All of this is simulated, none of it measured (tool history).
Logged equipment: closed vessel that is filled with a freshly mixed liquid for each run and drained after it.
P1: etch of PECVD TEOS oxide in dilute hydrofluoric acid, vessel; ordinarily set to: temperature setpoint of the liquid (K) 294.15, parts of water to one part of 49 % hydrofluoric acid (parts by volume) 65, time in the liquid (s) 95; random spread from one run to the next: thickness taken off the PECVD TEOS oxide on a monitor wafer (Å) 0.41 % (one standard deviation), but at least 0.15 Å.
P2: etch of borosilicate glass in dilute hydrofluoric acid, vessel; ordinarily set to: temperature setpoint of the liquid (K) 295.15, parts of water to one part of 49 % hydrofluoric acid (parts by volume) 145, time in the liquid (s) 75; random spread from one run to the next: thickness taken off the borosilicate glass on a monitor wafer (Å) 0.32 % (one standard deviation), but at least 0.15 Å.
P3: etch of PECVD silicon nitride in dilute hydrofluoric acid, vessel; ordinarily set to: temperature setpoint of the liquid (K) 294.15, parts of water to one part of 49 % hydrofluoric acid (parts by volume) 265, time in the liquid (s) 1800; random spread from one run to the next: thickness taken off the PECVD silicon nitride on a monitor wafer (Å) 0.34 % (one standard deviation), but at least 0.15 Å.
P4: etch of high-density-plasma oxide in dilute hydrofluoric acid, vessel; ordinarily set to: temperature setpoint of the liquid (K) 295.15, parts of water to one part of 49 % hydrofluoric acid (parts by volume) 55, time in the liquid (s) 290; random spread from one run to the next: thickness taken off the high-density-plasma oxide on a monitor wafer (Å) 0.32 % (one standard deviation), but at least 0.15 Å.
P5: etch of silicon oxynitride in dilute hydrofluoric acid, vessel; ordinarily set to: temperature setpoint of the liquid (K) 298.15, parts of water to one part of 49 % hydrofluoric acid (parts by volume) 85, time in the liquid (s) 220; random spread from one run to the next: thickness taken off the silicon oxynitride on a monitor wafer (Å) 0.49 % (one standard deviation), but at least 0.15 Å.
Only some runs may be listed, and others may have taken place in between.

run,day,process that ran,temperature setpoint of the liquid (K),parts of water to one part of 49 % hydrofluoric acid (parts by volume),time in the liquid (s),thickness taken off the PECVD TEOS oxide on a monitor wafer (Å),thickness taken off the silicon oxynitride on a monitor wafer (Å),thickness taken off the PECVD silicon nitride on a monitor wafer (Å),thickness taken off the high-density-plasma oxide on a monitor wafer (Å),thickness taken off the borosilicate glass on a monitor wafer (Å)
1,0.421,P1,294.15,65,95,146.270,,,,
2,0.975,P1,290.15,65,95,123.660,,,,
3,1.583,P5,298.15,150,220,,69.604,,,
4,2.362,P3,294.15,265,1800,,,125.440,,
5,2.779,P3,290.15,265,1800,,,96.322,,
6,3.567,P4,295.15,85,290,,,,275.53,
7,4.367,P3,294.15,265,1800,,,124.740,,
# day 4.879: thermometer replaced
8,5.092,P5,298.15,85,220,,130.990,,,
9,5.650,P1,294.15,65,95,145.700,,,,
10,6.208,P1,300.15,65,95,185.580,,,,
11,6.838,P3,294.15,265,2660,,,185.730,,
12,7.304,P1,290.65,25,95,344.760,,,,
13,7.733,P1,294.15,95,95,96.861,,,,
14,8.283,P1,294.15,25,95,401.650,,,,
15,8.850,P5,298.15,85,430,,254.130,,,
16,9.425,P5,298.15,85,220,,130.000,,,
17,10.225,P1,294.15,65,95,146.040,,,,
18,10.858,P1,294.15,65,95,145.960,,,,
19,11.271,P2,295.15,145,30,,,,,53.054
20,11.771,P5,290.15,85,220,,89.046,,,
21,12.296,P1,294.15,65,45,69.549,,,,
22,12.704,P4,295.15,55,565,,,,860.07,
23,13.429,P4,302.65,55,290,,,,600.33,
24,13.883,P4,295.15,55,290,,,,443.87,
25,14.625,P1,294.15,90,55,59.513,,,,
26,15.021,P1,290.15,95,95,81.686,,,,
27,15.621,P3,294.15,420,1800,,,79.372,,
28,16.417,P1,294.15,65,185,287.060,,,,
29,16.954,P2,295.15,65,75,,,,,324.890
30,17.704,P2,295.15,145,75,,,,,132.760
31,18.342,P1,294.15,65,95,146.730,,,,
32,18.775,P4,295.15,55,290,,,,443.73,
33,19.429,P2,290.15,145,75,,,,,108.510
34,19.812,P1,294.15,65,95,146.240,,,,
35,20.496,P1,294.15,65,95,141.570,,,,
36,21.221,P1,294.15,65,95,137.570,,,,
37,21.958,P1,294.15,65,95,136.170,,,,
38,22.642,P1,294.15,65,95,134.690,,,,
39,23.250,P1,294.15,65,95,134.610,,,,
40,23.904,P1,294.15,65,95,135.590,,,,

P1 has crept away from where it was. The log is fitted equally well by each of these 2 causes, at the sizes shown:
A: liquid colder than its thermometer reads (K) = 1.97
B: hydrofluoric acid flow below the setpoint (%) = 7.34
The drift started at roughly day 19.812.

Below are 4 check runs, each on a single wafer, with their results shown as question marks. Which of them would tell the listed causes apart, meaning the causes would give clearly different results under it?
check 1,24.558,P4,300.65,55,460,,,,?,
check 2,24.558,P5,298.15,150,425,,?,,,
check 3,24.558,P3,290.15,265,2610,,,?,,
check 4,24.558,P2,290.15,145,75,,,,,?

Predicted outcomes, by check and by cause:
check,result,if A,if B
check 1,thickness taken off the high-density-plasma oxide on a monitor wafer (Å),810.43,807.69
check 2,thickness taken off the silicon oxynitride on a monitor wafer (Å),123.920,124.480
check 3,thickness taken off the PECVD silicon nitride on a monitor wafer (Å),122.430,129.870
check 4,thickness taken off the borosilicate glass on a monitor wafer (Å),100.180,99.621
Separation of the two closest causes in each check, using whichever result separates them best: check 1 0.34 %; check 2 0.45 %; check 3 5.9 %; check 4 0.56 %
Of the check runs offered, only check 3 discriminates between the causes; the rest would read about the same regardless of which cause applies.

With check 3 done, the readings were: thickness taken off the PECVD silicon nitride on a monitor wafer (Å) 129.740. Identify which of the listed causes applies.

Of the candidate causes, it is B: hydrofluoric acid flow below the setpoint (%).
